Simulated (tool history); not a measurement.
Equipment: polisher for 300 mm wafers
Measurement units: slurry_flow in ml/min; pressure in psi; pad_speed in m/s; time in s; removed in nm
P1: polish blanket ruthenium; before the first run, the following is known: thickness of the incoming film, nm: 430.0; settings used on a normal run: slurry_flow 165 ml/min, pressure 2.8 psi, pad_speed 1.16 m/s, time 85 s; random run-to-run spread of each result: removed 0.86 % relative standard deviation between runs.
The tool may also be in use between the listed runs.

| run | day | slurry_flow | pressure | pad_speed | time | removed |
|---|---|---|---|---|---|---|
| 1 | 0.171 | 165 | 2.8 | 1.16 | 85 | 142.14 |
| 2 | 0.262 | 165 | 2.8 | 1.16 | 39 | 65.566 |
| 3 | 0.354 | 100 | 2.8 | 1.16 | 85 | 130.69 |
| 4 | 0.508 | 165 | 2.8 | 1.16 | 113 | 186.64 |
|  | 0.575 | head pressure recalibrated |
| 5 | 0.6 | 165 | 2.8 | 1.72 | 85 | 208.01 |
| 6 | 0.771 | 165 | 2.8 | 1.16 | 85 | 142.55 |
| 7 | 0.892 | 230 | 2.8 | 0.78 | 85 | 99.23 |
| 8 | 1.029 | 165 | 2.8 | 1.16 | 85 | 141.64 |
| 9 | 1.142 | 165 | 3.6 | 1.16 | 85 | 183.83 |
| 10 | 1.275 | 230 | 2.8 | 1.16 | 85 | 147.25 |
| 11 | 1.371 | 165 | 2.8 | 0.56 | 85 | 68.183 |
| 12 | 1.454 | 165 | 2.8 | 1.16 | 85 | 139.94 |
| 13 | 1.596 | 165 | 1.4 | 1.16 | 85 | 70.439 |
| 14 | 1.708 | 165 | 2.8 | 1.16 | 85 | 142.49 |
| 15 | 1.821 | 165 | 2.8 | 1.16 | 85 | 144.13 |
| 16 | 1.983 | 165 | 2.8 | 1.16 | 85 | 139.87 |
| 17 | 2.133 | 165 | 2.8 | 1.16 | 85 | 138.9 |
| 18 | 2.238 | 165 | 2.8 | 1.16 | 85 | 136.59 |
| 19 | 2.371 | 165 | 2.8 | 1.16 | 85 | 133.15 |
| 20 | 2.45 | 165 | 2.8 | 1.16 | 85 | 134.23 |
| 21 | 2.55 | 165 | 2.8 | 1.16 | 85 | 133.01 |
|  | 2.592 | worn pad replaced by a new one |
| 22 | 2.704 | 165 | 2.8 | 1.16 | 85 | 133.21 |
| 23 | 2.862 | 165 | 2.8 | 1.16 | 85 | 130.4 |
| 24 | 2.996 | 165 | 2.8 | 1.16 | 85 | 132.43 |
| 25 | 3.158 | 165 | 2.8 | 1.16 | 85 | 130.76 |

The output of P1 has drifted from where it used to be. Each of the 2 causes below, taken at the size shown beside it, accounts for the log equally well:
A: head's pressure below its setpoint, % = 6.83
B: slurry flow missing at the pad, % = 31.4
Creep in the process output first set in at about day 1.821.
Each remaining cause and why it is not a fit:
removal rate lost through wear of the pad, %: maintenance at day 2.592, after the shift began, did not return the process to its former output

Each of the check runs listed below is run on 3 wafers and reports their average, with the results left as question marks. Pick the one under which the possible causes would lead to clearly different results.
| check 1 | 3.321 | 165 | 2.8 | 1.7 | 85 | ? |
| check 2 | 3.321 | 165 | 2.8 | 1.48 | 56 | ? |
| check 3 | 3.321 | 165 | 1.5 | 1.16 | 43 | ? |
| check 4 | 3.321 | 100 | 2.8 | 1.16 | 103 | ? |

Outcome of each check run for each possible cause:
| check | result | if A | if B |
|---|---|---|---|
| check 1 | removed | 194.11 | 194.09 |
| check 2 | removed | 111.34 | 111.32 |
| check 3 | removed | 35.896 | 35.892 |
| check 4 | removed | 145.24 | 139.59 |
Smallest distance between any two causes, each pair judged by its most separating result, in per cent: check 1 0.01 %; check 2 0.01 %; check 3 0.01 %; check 4 3.97 %
The causes can be told apart only by check 4. The other checks would give nearly the same results under each of them.

After running check 4, the following was obtained: removed 145.52 nm. Which cause does this point to?

A is the cause: head's pressure below its setpoint, %.
